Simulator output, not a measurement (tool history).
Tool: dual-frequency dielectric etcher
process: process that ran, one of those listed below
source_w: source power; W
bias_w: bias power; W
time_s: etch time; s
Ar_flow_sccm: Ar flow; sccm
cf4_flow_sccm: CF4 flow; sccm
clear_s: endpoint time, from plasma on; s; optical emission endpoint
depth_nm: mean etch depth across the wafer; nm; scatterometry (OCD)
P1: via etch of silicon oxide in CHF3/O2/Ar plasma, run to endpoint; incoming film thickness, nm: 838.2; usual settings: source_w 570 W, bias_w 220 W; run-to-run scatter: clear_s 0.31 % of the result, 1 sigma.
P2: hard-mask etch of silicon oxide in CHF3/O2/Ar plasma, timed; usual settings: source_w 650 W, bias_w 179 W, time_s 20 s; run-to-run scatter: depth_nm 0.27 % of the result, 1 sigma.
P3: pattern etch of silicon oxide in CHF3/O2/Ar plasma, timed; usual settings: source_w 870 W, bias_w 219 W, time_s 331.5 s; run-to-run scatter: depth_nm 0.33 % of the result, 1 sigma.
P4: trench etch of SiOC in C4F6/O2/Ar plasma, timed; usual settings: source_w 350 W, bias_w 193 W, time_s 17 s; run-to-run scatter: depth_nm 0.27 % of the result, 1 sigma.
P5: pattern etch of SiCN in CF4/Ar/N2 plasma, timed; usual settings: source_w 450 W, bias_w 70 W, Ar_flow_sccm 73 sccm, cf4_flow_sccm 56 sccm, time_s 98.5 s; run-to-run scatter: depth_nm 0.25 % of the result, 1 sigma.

run,hour,process,source_w,bias_w,time_s,Ar_flow_sccm,cf4_flow_sccm,clear_s,depth_nm
1,6.2,P1,570,220,,,,398.41,
2,16.3,P2,650,179,20,,,,40.713
3,26.5,P1,570,309,,,,353.77,
4,31.3,P4,350,193,17,,,,33.603
# hour 37.1: source power generator calibrated
5,37.7,P5,450,49,98.5,73,56,,75.872
6,43.3,P1,570,139,,,,464.21,
7,49.8,P1,570,220,,,,401.63,
8,58.3,P5,450,70,98.5,44,56,,91.175
9,64.8,P1,450,220,,,,436.71,
10,73.8,P2,410,179,20,,,,34.123
11,84.8,P5,580,70,98.5,73,56,,106.86
12,90.3,P1,790,150,,,,400.18,
13,100.1,P1,730,220,,,,365.06,
14,107.9,P4,220,193,17,,,,28.101
15,117.4,P4,350,193,21,,,,41.555
16,127.3,P1,570,220,,,,398.08,
17,138.3,P1,780,153,,,,400.1,
18,146.9,P1,680,134,,,,440.22,
19,155,P2,650,116,20,,,,35.351
20,164.9,P5,450,70,58,73,56,,50.179
21,170.7,P1,570,220,,,,400.54,
22,180,P3,870,177,331.5,,,,730.56
23,188,P5,450,70,98.5,73,56,,85.22
24,193.4,P3,870,219,185,,,,435.68
25,202.6,P3,510,219,331.5,,,,643.18
26,211.4,P5,450,70,98.5,73,73,,88.308
27,219.4,P3,870,219,331.5,,,,782.33
28,225.6,P2,650,179,11,,,,22.341
29,233.3,P4,350,228,17,,,,35.444
30,241.7,P1,570,220,,,,399.28,
31,247.7,P5,450,70,98.5,73,56,,85.377
32,255.3,P1,570,220,,,,398.8,

Run 33 comes next. What will it give?
33,263.2,P1,570,220,,,,?,

Run 33 gave clear_s 400.38 s.
